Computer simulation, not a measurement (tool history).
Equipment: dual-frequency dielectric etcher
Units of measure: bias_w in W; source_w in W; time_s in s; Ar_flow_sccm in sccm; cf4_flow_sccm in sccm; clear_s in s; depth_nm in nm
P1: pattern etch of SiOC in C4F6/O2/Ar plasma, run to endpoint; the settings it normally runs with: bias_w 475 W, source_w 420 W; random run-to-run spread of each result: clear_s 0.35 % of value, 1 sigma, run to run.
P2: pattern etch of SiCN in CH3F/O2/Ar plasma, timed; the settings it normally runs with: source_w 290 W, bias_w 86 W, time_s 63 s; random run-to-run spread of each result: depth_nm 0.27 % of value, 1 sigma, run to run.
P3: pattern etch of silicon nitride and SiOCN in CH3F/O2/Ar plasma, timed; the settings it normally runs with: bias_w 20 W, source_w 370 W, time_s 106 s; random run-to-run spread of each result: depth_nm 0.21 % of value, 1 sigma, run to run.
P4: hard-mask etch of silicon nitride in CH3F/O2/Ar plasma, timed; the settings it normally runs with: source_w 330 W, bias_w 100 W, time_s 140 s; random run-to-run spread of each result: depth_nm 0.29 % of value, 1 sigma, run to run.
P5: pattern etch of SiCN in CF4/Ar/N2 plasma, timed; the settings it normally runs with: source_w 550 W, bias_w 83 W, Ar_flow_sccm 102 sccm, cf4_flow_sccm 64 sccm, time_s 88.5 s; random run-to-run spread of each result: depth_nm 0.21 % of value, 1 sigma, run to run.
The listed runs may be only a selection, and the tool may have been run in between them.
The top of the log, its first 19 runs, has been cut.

{"run": 20, "day": 7.104, "process": "P1", "bias_w": 573, "source_w": 310, "clear_s": 14.478}
{"run": 21, "day": 7.329, "process": "P3", "bias_w": 12, "source_w": 370, "time_s": 106, "depth_nm": 10.398}
{"run": 22, "day": 7.783, "process": "P5", "bias_w": 104, "source_w": 550, "time_s": 88.5, "Ar_flow_sccm": 102, "cf4_flow_sccm": 64, "depth_nm": 105.23}
{"run": 23, "day": 8.179, "process": "P1", "bias_w": 300, "source_w": 420, "clear_s": 16.413}
{"run": 24, "day": 8.617, "process": "P4", "bias_w": 100, "source_w": 330, "time_s": 196, "depth_nm": 141.25}
{"run": 25, "day": 8.983, "process": "P5", "bias_w": 83, "source_w": 390, "time_s": 88.5, "Ar_flow_sccm": 102, "cf4_flow_sccm": 64, "depth_nm": 71.477}
{"run": 26, "day": 9.433, "process": "P4", "bias_w": 100, "source_w": 230, "time_s": 140, "depth_nm": 88.341}
{"run": 27, "day": 9.771, "process": "P2", "bias_w": 68, "source_w": 290, "time_s": 63, "depth_nm": 20.303}
{"run": 28, "day": 10.029, "process": "P3", "bias_w": 20, "source_w": 370, "time_s": 59, "depth_nm": 7.1316}
{"run": 29, "day": 10.262, "process": "P1", "bias_w": 624, "source_w": 510, "clear_s": 11.665}
{"run": 30, "day": 10.496, "process": "P1", "bias_w": 629, "source_w": 420, "clear_s": 12.548}
{"run": 31, "day": 10.804, "process": "P5", "bias_w": 83, "source_w": 550, "time_s": 115, "Ar_flow_sccm": 102, "cf4_flow_sccm": 64, "depth_nm": 125.87}
{"run": 32, "day": 11.288, "process": "P1", "bias_w": 475, "source_w": 420, "clear_s": 13.914}
{"run": 33, "day": 11.683, "process": "P1", "bias_w": 475, "source_w": 420, "clear_s": 14.079}
{"run": 34, "day": 11.975, "process": "P1", "bias_w": 475, "source_w": 420, "clear_s": 13.998}
{"run": 35, "day": 12.196, "process": "P1", "bias_w": 475, "source_w": 420, "clear_s": 14.037}
{"run": 36, "day": 12.592, "process": "P1", "bias_w": 475, "source_w": 420, "clear_s": 14.147}
{"run": 37, "day": 12.954, "process": "P1", "bias_w": 475, "source_w": 420, "clear_s": 14.162}

For run 38, what comes out?
{"day": 13.312, "done": "wet clean of the chamber"}
{"run": 38, "day": 13.388, "process": "P1", "bias_w": 475, "source_w": 420, "clear_s": "?"}

clear_s: 14.17 s

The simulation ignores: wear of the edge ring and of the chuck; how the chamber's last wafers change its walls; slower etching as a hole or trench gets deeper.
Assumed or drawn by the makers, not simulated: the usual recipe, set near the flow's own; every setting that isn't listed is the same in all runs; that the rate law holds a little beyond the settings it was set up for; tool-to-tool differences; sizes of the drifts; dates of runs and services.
